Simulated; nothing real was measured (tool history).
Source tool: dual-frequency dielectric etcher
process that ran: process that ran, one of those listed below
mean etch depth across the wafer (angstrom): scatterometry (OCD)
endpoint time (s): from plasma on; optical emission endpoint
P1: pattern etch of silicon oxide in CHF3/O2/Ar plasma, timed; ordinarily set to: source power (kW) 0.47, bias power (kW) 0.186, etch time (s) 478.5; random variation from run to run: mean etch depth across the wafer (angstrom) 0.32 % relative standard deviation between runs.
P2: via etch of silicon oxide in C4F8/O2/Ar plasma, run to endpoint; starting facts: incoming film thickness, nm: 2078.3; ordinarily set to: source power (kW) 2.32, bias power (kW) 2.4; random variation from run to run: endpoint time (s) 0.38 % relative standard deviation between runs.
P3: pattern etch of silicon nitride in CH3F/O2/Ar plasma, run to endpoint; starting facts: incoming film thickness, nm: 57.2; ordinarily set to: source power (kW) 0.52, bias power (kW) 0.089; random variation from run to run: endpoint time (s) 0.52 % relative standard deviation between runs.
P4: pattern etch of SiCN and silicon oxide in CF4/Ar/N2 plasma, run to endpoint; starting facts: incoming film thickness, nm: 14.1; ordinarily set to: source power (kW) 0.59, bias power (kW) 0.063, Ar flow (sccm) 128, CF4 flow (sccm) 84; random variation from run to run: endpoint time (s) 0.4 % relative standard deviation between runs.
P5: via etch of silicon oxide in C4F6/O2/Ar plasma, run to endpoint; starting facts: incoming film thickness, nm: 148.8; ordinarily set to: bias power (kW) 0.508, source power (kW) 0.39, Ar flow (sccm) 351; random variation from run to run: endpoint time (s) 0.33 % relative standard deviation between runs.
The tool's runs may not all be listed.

run     day  process that ran  source power (kW)  bias power (kW)  etch time (s)  Ar flow (sccm)  CF4 flow (sccm)  hours since the last wet clean  hours since the last source power generator calibration  hours since the last bias power generator calibration  mean etch depth across the wafer (angstrom)  endpoint time (s)
  1   0.633                P1               0.47            0.186          478.5                                                            375.4                                                   1632.5                                                   1013                                       8863.6
  2   0.979                P5               0.55            0.508                            351                                            383.7                                                   1640.8                                                 1021.3                                                          30.397
  3   1.417                P2               2.32              2.4                                                                           394.2                                                   1651.3                                                 1031.8                                                          354.91
  4   1.896                P5               0.39            0.383                            351                                            405.7                                                   1662.8                                                 1043.3                                                          38.207
  5   2.592                P4               0.59            0.063                            128               84                           422.4                                                   1679.5                                                   1060                                                          13.723
  6   2.971                P4               0.59            0.063                            128               61                           431.5                                                   1688.6                                                 1069.1                                                          14.564
  7   3.496                P1               0.35            0.186          478.5                                                            444.1                                                   1701.2                                                 1081.7                                       7904.3
  8   4.083                P1               0.59            0.186          478.5                                                            458.2                                                   1715.3                                                 1095.8                                       9633.5
  9   4.525                P1               0.47            0.186            656                                                            468.8                                                   1725.9                                                 1106.4                                        12054
 10   5.038                P4               0.45            0.063                            128               84                           481.1                                                   1738.2                                                 1118.7                                                          17.498
 11   5.346                P1               0.47            0.247          478.5                                                            488.5                                                   1745.6                                                 1126.1                                       9728.4
 12   6.033                P1               0.63            0.251          478.5                                                              505                                                   1762.1                                                 1142.6                                        10945
 13   6.617                P5               0.39            0.508                            351                                              519                                                   1776.1                                                 1156.6                                                          34.517
 14   6.975                P2               2.86              2.4                                                                           527.6                                                   1784.7                                                 1165.2                                                          329.05
 15   7.375                P3               0.52            0.089                                                                           537.2                                                   1794.3                                                 1174.8                                                          70.395
 16   7.962                P1               0.47            0.186          269.5                                                            551.3                                                   1808.4                                                 1188.9                                       4967.3
 17   8.404                P3                0.4            0.089                                                                           561.9                                                     1819                                                 1199.5                                                          77.726
 18   8.846                P3               0.52            0.059                                                                           572.5                                                   1829.6                                                 1210.1                                                          81.573
 19   9.412                P5               0.39            0.508                            351                                            586.1                                                   1843.2                                                 1223.7                                                            34.4
 20   9.725                P1               0.47            0.186          478.5                                                            593.6                                                   1850.7                                                 1231.2                                       8832.3
 21  10.404                P3               0.52            0.089                                                                           609.9                                                     1867                                                 1247.5                                                          69.966
 22  10.738                P1               0.47            0.186          478.5                                                            617.9                                                     1875                                                 1255.5                                       8805.8
 23  11.429                P1               0.47            0.186          478.5                                                            634.5                                                   1891.6                                                 1272.1                                       8886.5
 24  11.908                P2               2.32            1.673                                                                             646                                                   1903.1                                                 1283.6                                                          394.66
 25  12.288                P4               0.59            0.075                            128               84                           655.1                                                   1912.2                                                 1292.7                                                          12.976
 26  12.829                P5               0.39            0.508                            284                                            668.1                                                   1925.2                                                 1305.7                                                          33.598
 27  13.508                P4               0.59            0.063                            128               84                           684.4                                                   1941.5                                                   1322                                                          13.614
 28  14.071                P4               0.59            0.063                             76               84                           697.9                                                     1955                                                 1335.5                                                          12.682
 29  14.725                P1               0.47            0.147          478.5                                                            713.6                                                   1970.7                                                 1351.2                                       8154.2
 30  15.392                P1               0.47            0.186          478.5                                                            729.6                                                   1986.7                                                 1367.2                                       8891.9
 31  16.104                P1               0.47            0.186          478.5                                                            746.7                                                   2003.8                                                 1384.3                                       8862.4
 32  16.454                P1               0.47            0.186          478.5                                                            755.1                                                   2012.2                                                 1392.7                                       8932.6
 33  16.871                P1               0.47            0.186          478.5                                                            765.1                                                   2022.2                                                 1402.7                                       8932.6
     17.042  -- wet clean of the chamber
 34  17.183                P1               0.47            0.186          478.5                                                              3.5                                                   2029.7                                                 1410.2                                       8965.3
 35  17.708                P1               0.47            0.186          478.5                                                             16.1                                                   2042.3                                                 1422.8                                       8953.7
 36  18.208                P1               0.47            0.186          478.5                                                             28.1                                                   2054.3                                                 1434.8                                       8992.3
 37  18.771                P1               0.47            0.186          478.5                                                             41.6                                                   2067.8                                                 1448.3                                       8966.1

P1 no longer gives what it gave before; its output has crept away from where it was. The following 2 causes, each at its listed size, fit the log equally well:
A: source power that arrives over what is set, % = 4.35
B: bias power that arrives over what is set, % = 4.79
The onset of the drift is placed at about day 15.392.
Why every other cause is out:
chamber walls in a state that raises the etch rate, %: serviced at day 17.042, after the change had begun; the process did not return to its earlier output

The list below offers 4 check runs, each averaging the results of 2 wafers, and shows each result as a question mark. For which of them would the listed causes give clearly different results?
check 1  19.333                P2               2.32            1.717                                                                                                                                                                                                                                                               ?
check 2  19.333                P5               0.48            0.508                            300                                                                                                                                                                                                                                ?
check 3  19.333                P3               0.52            0.073                                                                                                                                                                                                                                                               ?
check 4  19.333                P4               0.59            0.063                             80               84                                                                                                                                                                                                               ?

Outcome of each check run for each possible cause:
  check             result    if A    if B
check 1  endpoint time (s)  384.87  386.56
check 2  endpoint time (s)  30.806  30.754
check 3  endpoint time (s)  74.274  74.304
check 4  endpoint time (s)  12.316  12.615
Smallest distance between any two causes, each pair judged by its most separating result, in per cent: check 1 0.44 %; check 2 0.17 %; check 3 0.04 %; check 4 2.39 %
Only check 4 tells the causes apart: in the others they would give nearly the same result.

Here is what check 4 returned: endpoint time (s) 12.266. Which cause is it?

It was cause A: source power that arrives over what is set, %.
